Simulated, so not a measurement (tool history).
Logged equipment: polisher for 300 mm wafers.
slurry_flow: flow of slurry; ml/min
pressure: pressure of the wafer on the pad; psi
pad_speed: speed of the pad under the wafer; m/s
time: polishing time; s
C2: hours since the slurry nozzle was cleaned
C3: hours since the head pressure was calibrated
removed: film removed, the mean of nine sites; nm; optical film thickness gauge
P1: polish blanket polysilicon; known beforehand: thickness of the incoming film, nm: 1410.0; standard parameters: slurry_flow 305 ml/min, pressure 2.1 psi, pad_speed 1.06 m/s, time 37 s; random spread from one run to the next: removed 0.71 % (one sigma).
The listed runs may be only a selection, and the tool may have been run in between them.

run 1 day=0.233 | slurry_flow=305 pressure=2.1 pad_speed=1.06 time=37 | wafers_polished_on_this_pad=718 C2=250.7 C3=822.5 | removed=206.510
run 2 day=0.467 | slurry_flow=305 pressure=2.1 pad_speed=1.06 time=37 | wafers_polished_on_this_pad=780 C2=256.3 C3=828.1 | removed=206.790
-- day=0.621 slurry nozzle cleaned
run 3 day=0.700 | slurry_flow=305 pressure=1.3 pad_speed=1.06 time=56 | wafers_polished_on_this_pad=842 C2=1.9 C3=833.7 | removed=192.250
run 4 day=0.846 | slurry_flow=305 pressure=2.1 pad_speed=1.06 time=37 | wafers_polished_on_this_pad=881 C2=5.4 C3=837.2 | removed=206.850
run 5 day=1.096 | slurry_flow=305 pressure=3.2 pad_speed=1.06 time=37 | wafers_polished_on_this_pad=947 C2=11.4 C3=843.2 | removed=312.170
run 6 day=1.279 | slurry_flow=305 pressure=1.4 pad_speed=1.36 time=37 | wafers_polished_on_this_pad=996 C2=15.8 C3=847.6 | removed=175.690
run 7 day=1.421 | slurry_flow=305 pressure=2.1 pad_speed=1.06 time=17 | wafers_polished_on_this_pad=1034 C2=19.2 C3=851.0 | removed=95.010
run 8 day=1.542 | slurry_flow=305 pressure=2.1 pad_speed=1.66 time=37 | wafers_polished_on_this_pad=1066 C2=22.1 C3=853.9 | removed=322.900
run 9 day=1.742 | slurry_flow=305 pressure=2.1 pad_speed=1.06 time=37 | wafers_polished_on_this_pad=1119 C2=26.9 C3=858.7 | removed=203.410
run 10 day=1.883 | slurry_flow=305 pressure=2.1 pad_speed=0.78 time=37 | wafers_polished_on_this_pad=1157 C2=30.3 C3=862.1 | removed=152.620
-- day=1.942 head pressure recalibrated
run 11 day=2.067 | slurry_flow=305 pressure=2.1 pad_speed=1.06 time=37 | wafers_polished_on_this_pad=1205 C2=34.7 C3=3.0 | removed=209.460
run 12 day=2.271 | slurry_flow=305 pressure=2.1 pad_speed=1.06 time=53 | wafers_polished_on_this_pad=1260 C2=39.6 C3=7.9 | removed=294.050
run 13 day=2.404 | slurry_flow=305 pressure=2.1 pad_speed=1.06 time=37 | wafers_polished_on_this_pad=1295 C2=42.8 C3=11.1 | removed=206.320
run 14 day=2.654 | slurry_flow=185 pressure=2.1 pad_speed=1.06 time=37 | wafers_polished_on_this_pad=1362 C2=48.8 C3=17.1 | removed=196.670
run 15 day=2.862 | slurry_flow=305 pressure=1.0 pad_speed=1.06 time=37 | wafers_polished_on_this_pad=1417 C2=53.8 C3=22.1 | removed=97.854
run 16 day=3.021 | slurry_flow=305 pressure=2.1 pad_speed=1.06 time=37 | wafers_polished_on_this_pad=1459 C2=57.6 C3=25.9 | removed=204.600
run 17 day=3.238 | slurry_flow=305 pressure=2.1 pad_speed=1.38 time=55 | wafers_polished_on_this_pad=1517 C2=62.8 C3=31.1 | removed=400.680
run 18 day=3.383 | slurry_flow=410 pressure=2.1 pad_speed=1.06 time=37 | wafers_polished_on_this_pad=1556 C2=66.3 C3=34.6 | removed=212.470
run 19 day=3.608 | slurry_flow=305 pressure=2.1 pad_speed=1.06 time=37 | wafers_polished_on_this_pad=1616 C2=71.7 C3=40.0 | removed=205.780
run 20 day=3.817 | slurry_flow=305 pressure=2.1 pad_speed=1.06 time=37 | wafers_polished_on_this_pad=1671 C2=76.7 C3=45.0 | removed=204.200
run 21 day=3.979 | slurry_flow=305 pressure=2.1 pad_speed=1.06 time=37 | wafers_polished_on_this_pad=1715 C2=80.6 C3=48.9 | removed=204.250
run 22 day=4.212 | slurry_flow=305 pressure=2.1 pad_speed=1.06 time=37 | wafers_polished_on_this_pad=1777 C2=86.2 C3=54.5 | removed=202.730
run 23 day=4.446 | slurry_flow=305 pressure=2.1 pad_speed=1.06 time=37 | wafers_polished_on_this_pad=1839 C2=91.8 C3=60.1 | removed=201.260
run 24 day=4.612 | slurry_flow=305 pressure=2.1 pad_speed=1.06 time=37 | wafers_polished_on_this_pad=1883 C2=95.8 C3=64.1 | removed=199.850
-- day=4.683 head pressure recalibrated
run 25 day=4.846 | slurry_flow=305 pressure=2.1 pad_speed=1.06 time=37 | wafers_polished_on_this_pad=1945 C2=101.4 C3=4.0 | removed=200.820
run 26 day=4.975 | slurry_flow=305 pressure=2.1 pad_speed=1.06 time=37 | wafers_polished_on_this_pad=1980 C2=104.5 C3=7.1 | removed=199.810
run 27 day=5.225 | slurry_flow=305 pressure=2.1 pad_speed=1.06 time=37 | wafers_polished_on_this_pad=2046 C2=110.5 C3=13.1 | removed=197.890
run 28 day=5.371 | slurry_flow=305 pressure=2.1 pad_speed=1.06 time=37 | wafers_polished_on_this_pad=2085 C2=114.0 C3=16.6 | removed=197.840
run 29 day=5.512 | slurry_flow=305 pressure=2.1 pad_speed=1.06 time=37 | wafers_polished_on_this_pad=2123 C2=117.4 C3=20.0 | removed=197.260
run 30 day=5.771 | slurry_flow=305 pressure=2.1 pad_speed=1.06 time=37 | wafers_polished_on_this_pad=2191 C2=123.6 C3=26.2 | removed=199.070

Compared with where it was, what P1 gives has crept away. Each cause listed below fits the log as well as the rest, at the size given for it:
A: slurry flow missing at the pad, % = 31.6
B: removal rate lost through wear of the pad, % = 3.93
The creep began at about day 3.608.
What rules out each remaining cause:
head's pressure below its setpoint, %: was serviced at day 4.683, once the creep was under way, yet the earlier output never came back

Each of the check runs listed below is run on 5 wafers and reports their average, with the results left as question marks. Pick the one under which the possible causes would lead to clearly different results.
run check 1 day=6.029 | slurry_flow=305 pressure=2.1 pad_speed=1.58 time=18 | removed=?
run check 2 day=6.029 | slurry_flow=305 pressure=1.3 pad_speed=1.52 time=37 | removed=?
run check 3 day=6.029 | slurry_flow=305 pressure=2.9 pad_speed=1.48 time=37 | removed=?
run check 4 day=6.029 | slurry_flow=185 pressure=2.1 pad_speed=0.84 time=37 | removed=?

What every check run would give for each of its results, assuming each possible cause in turn:
check=check_1 result=removed if_A=143.810 if_B=143.810
check=check_2 result=removed if_A=176.050 if_B=176.050
check=check_3 result=removed if_A=382.390 if_B=382.390
check=check_4 result=removed if_A=145.060 if_B=148.590
Per check, the gap between the least separated pair of causes, taken in the result that splits them most: check 1 0 %; check 2 0 %; check 3 0 %; check 4 2.4 %
The causes can be told apart only by check 4. The other checks would give nearly the same results under each of them.

Running check 4 produced the following: removed 144.910 nm. Which one of the listed causes fits?

It was cause A: slurry flow missing at the pad, %.

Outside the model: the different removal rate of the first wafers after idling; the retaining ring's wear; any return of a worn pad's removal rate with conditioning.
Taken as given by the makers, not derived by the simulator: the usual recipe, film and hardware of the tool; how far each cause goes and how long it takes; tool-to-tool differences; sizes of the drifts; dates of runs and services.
